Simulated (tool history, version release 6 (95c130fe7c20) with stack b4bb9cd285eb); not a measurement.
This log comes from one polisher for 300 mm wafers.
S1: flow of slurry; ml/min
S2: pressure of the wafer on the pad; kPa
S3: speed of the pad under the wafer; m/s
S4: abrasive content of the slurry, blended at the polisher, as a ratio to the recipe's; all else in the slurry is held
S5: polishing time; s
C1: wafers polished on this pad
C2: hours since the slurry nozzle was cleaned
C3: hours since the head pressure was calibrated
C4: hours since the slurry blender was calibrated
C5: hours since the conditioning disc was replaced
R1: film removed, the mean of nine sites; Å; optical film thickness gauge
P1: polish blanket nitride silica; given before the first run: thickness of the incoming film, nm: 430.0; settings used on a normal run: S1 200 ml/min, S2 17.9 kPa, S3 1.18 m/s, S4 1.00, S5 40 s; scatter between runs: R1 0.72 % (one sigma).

Run 1, hour 2.4: S1 200 ml/min, S2 17.9 kPa, S3 1.18 m/s, S4 1.00, S5 40 s; C1 581; C2 88.8; C3 167.8; C4 69.5; C5 120.2. Result: R1 248.11 Å.
Run 2, hour 5.2: S1 200 ml/min, S2 17.9 kPa, S3 1.18 m/s, S4 1.25, S5 40 s; C1 620; C2 91.6; C3 170.6; C4 72.3; C5 123.0. Result: R1 275.05 Å.
At hour 8.5: head pressure recalibrated.
Run 3, hour 10.0: S1 200 ml/min, S2 17.9 kPa, S3 1.18 m/s, S4 1.00, S5 40 s; C1 686; C2 96.4; C3 1.6; C4 77.1; C5 127.8. Result: R1 248.73 Å.
At hour 12.1: slurry nozzle cleaned.
At hour 12.4: conditioning disc replaced and pad reconditioned.
Run 4, hour 13.2: S1 120 ml/min, S2 17.9 kPa, S3 1.18 m/s, S4 1.00, S5 40 s; C1 730; C2 1.2; C3 4.8; C4 80.3; C5 0.9. Result: R1 228.08 Å.
Run 5, hour 16.5: S1 270 ml/min, S2 17.9 kPa, S3 1.18 m/s, S4 1.00, S5 40 s; C1 775; C2 4.5; C3 8.1; C4 83.6; C5 4.2. Result: R1 257.00 Å.
Run 6, hour 18.8: S1 200 ml/min, S2 17.9 kPa, S3 1.86 m/s, S4 1.00, S5 40 s; C1 807; C2 6.8; C3 10.4; C4 85.9; C5 6.5. Result: R1 360.41 Å.
Run 7, hour 21.4: S1 200 ml/min, S2 11.7 kPa, S3 1.18 m/s, S4 1.00, S5 40 s; C1 843; C2 9.4; C3 13.0; C4 88.5; C5 9.1. Result: R1 164.56 Å.
Run 8, hour 24.8: S1 200 ml/min, S2 17.9 kPa, S3 0.72 m/s, S4 1.00, S5 40 s; C1 890; C2 12.8; C3 16.4; C4 91.9; C5 12.5. Result: R1 167.43 Å.
Run 9, hour 28.7: S1 200 ml/min, S2 17.9 kPa, S3 1.18 m/s, S4 1.00, S5 40 s; C1 944; C2 16.7; C3 20.3; C4 95.8; C5 16.4. Result: R1 247.85 Å.
Run 10, hour 31.9: S1 200 ml/min, S2 17.9 kPa, S3 1.18 m/s, S4 0.50, S5 40 s; C1 988; C2 19.9; C3 23.5; C4 99.0; C5 19.6. Result: R1 169.91 Å.
Run 11, hour 35.5: S1 200 ml/min, S2 17.9 kPa, S3 1.18 m/s, S4 1.00, S5 25 s; C1 1038; C2 23.5; C3 27.1; C4 102.6; C5 23.2. Result: R1 156.64 Å.
Run 12, hour 38.4: S1 200 ml/min, S2 27.6 kPa, S3 1.18 m/s, S4 1.00, S5 40 s; C1 1078; C2 26.4; C3 30.0; C4 105.5; C5 26.1. Result: R1 379.81 Å.
Run 13, hour 42.6: S1 200 ml/min, S2 22.8 kPa, S3 1.72 m/s, S4 1.00, S5 40 s; C1 1135; C2 30.6; C3 34.2; C4 109.7; C5 30.3. Result: R1 432.43 Å.
Run 14, hour 45.6: S1 200 ml/min, S2 17.9 kPa, S3 1.18 m/s, S4 1.00, S5 61 s; C1 1177; C2 33.6; C3 37.2; C4 112.7; C5 33.3. Result: R1 379.98 Å.
Run 15, hour 50.2: S1 200 ml/min, S2 17.9 kPa, S3 1.18 m/s, S4 1.00, S5 40 s; C1 1240; C2 38.2; C3 41.8; C4 117.3; C5 37.9. Result: R1 246.47 Å.
Run 16, hour 54.5: S1 200 ml/min, S2 22.1 kPa, S3 1.18 m/s, S4 1.00, S5 60 s; C1 1300; C2 42.5; C3 46.1; C4 121.6; C5 42.2. Result: R1 451.69 Å.
Run 17, hour 58.5: S1 200 ml/min, S2 17.9 kPa, S3 1.18 m/s, S4 1.00, S5 40 s; C1 1355; C2 46.5; C3 50.1; C4 125.6; C5 46.2. Result: R1 249.35 Å.
Run 18, hour 62.3: S1 200 ml/min, S2 17.9 kPa, S3 1.18 m/s, S4 1.00, S5 40 s; C1 1407; C2 50.3; C3 53.9; C4 129.4; C5 50.0. Result: R1 243.21 Å.
Run 19, hour 64.5: S1 200 ml/min, S2 17.9 kPa, S3 1.18 m/s, S4 1.00, S5 40 s; C1 1438; C2 52.5; C3 56.1; C4 131.6; C5 52.2. Result: R1 237.10 Å.
Run 20, hour 68.2: S1 200 ml/min, S2 17.9 kPa, S3 1.18 m/s, S4 1.00, S5 40 s; C1 1489; C2 56.2; C3 59.8; C4 135.3; C5 55.9. Result: R1 237.51 Å.
Run 21, hour 71.8: S1 200 ml/min, S2 17.9 kPa, S3 1.18 m/s, S4 1.00, S5 40 s; C1 1538; C2 59.8; C3 63.4; C4 138.9; C5 59.5. Result: R1 238.60 Å.
At hour 75.5: slurry blender recalibrated.
Run 22, hour 75.7: S1 200 ml/min, S2 17.9 kPa, S3 1.18 m/s, S4 1.00, S5 40 s; C1 1592; C2 63.7; C3 67.3; C4 0.3; C5 63.4. Result: R1 233.57 Å.
Run 23, hour 78.1: S1 200 ml/min, S2 17.9 kPa, S3 1.18 m/s, S4 1.00, S5 40 s; C1 1625; C2 66.1; C3 69.7; C4 2.7; C5 65.8. Result: R1 230.37 Å.
Run 24, hour 83.1: S1 200 ml/min, S2 17.9 kPa, S3 1.18 m/s, S4 1.00, S5 40 s; C1 1694; C2 71.1; C3 74.7; C4 7.7; C5 70.8. Result: R1 235.13 Å.
At hour 83.2: worn pad replaced by a new one.
At hour 84.0: conditioning disc replaced and pad reconditioned.
Run 25, hour 88.2: S1 200 ml/min, S2 17.9 kPa, S3 1.18 m/s, S4 1.00, S5 40 s; C1 70; C2 76.2; C3 79.8; C4 12.8; C5 4.3. Result: R1 230.39 Å.
Run 26, hour 92.9: S1 200 ml/min, S2 17.9 kPa, S3 1.18 m/s, S4 1.00, S5 40 s; C1 134; C2 80.9; C3 84.5; C4 17.5; C5 9.0. Result: R1 227.96 Å.
Run 27, hour 95.4: S1 200 ml/min, S2 17.9 kPa, S3 1.18 m/s, S4 1.00, S5 40 s; C1 169; C2 83.4; C3 87.0; C4 20.0; C5 11.5. Result: R1 229.51 Å.

The output of P1 has drifted from where it used to be. Each of the 2 causes below, taken at the size shown beside it, accounts for the log equally well:
A: head's pressure below its setpoint, % = 7.52
B: slurry flow missing at the pad, % = 37.7
The creep began at about hour 58.5.
Each remaining cause and why it is not a fit:
removal rate lost through wear of the pad, %: was serviced at hour 83.2, once the creep was under way, yet the earlier output never came back
abrasive missing from the slurry, %: was serviced at hour 75.5, once the creep was under way, yet the earlier output never came back
time polished since the conditioner stopped cutting, s: was serviced at hour 84.0, once the creep was under way, yet the earlier output never came back

You are offered 4 check runs, listed below with question marks in place of their results; each one averages 5 wafers. Which run separates the listed causes by giving clearly different results for each?
Run check 1, hour 97.9: S1 200 ml/min, S2 17.9 kPa, S3 1.76 m/s, S4 1.00, S5 40 s. Result: R1 ?.
Run check 2, hour 97.9: S1 200 ml/min, S2 27.6 kPa, S3 1.18 m/s, S4 0.55, S5 40 s. Result: R1 ?.
Run check 3, hour 97.9: S1 200 ml/min, S2 17.9 kPa, S3 1.42 m/s, S4 0.70, S5 40 s. Result: R1 ?.
Run check 4, hour 97.9: S1 145 ml/min, S2 17.9 kPa, S3 1.18 m/s, S4 1.00, S5 40 s. Result: R1 ?.

Check results expected under each cause:
  check  result    if A    if B
check 1      R1  316.62  316.65
check 2      R1  257.87  257.89
check 3      R1  223.19  223.21
check 4      R1  218.90  213.18
Separation of the two closest causes in each check, using whichever result separates them best: check 1 0.01 %; check 2 0.01 %; check 3 0.01 %; check 4 2.65 %
The other checks would show nearly matching results whichever cause is true, so check 4 is the only one that separates the causes.

The results of check 4 are: R1 214.40 Å. Based on these, which of the listed causes is it?

The cause is B: slurry flow missing at the pad, %.
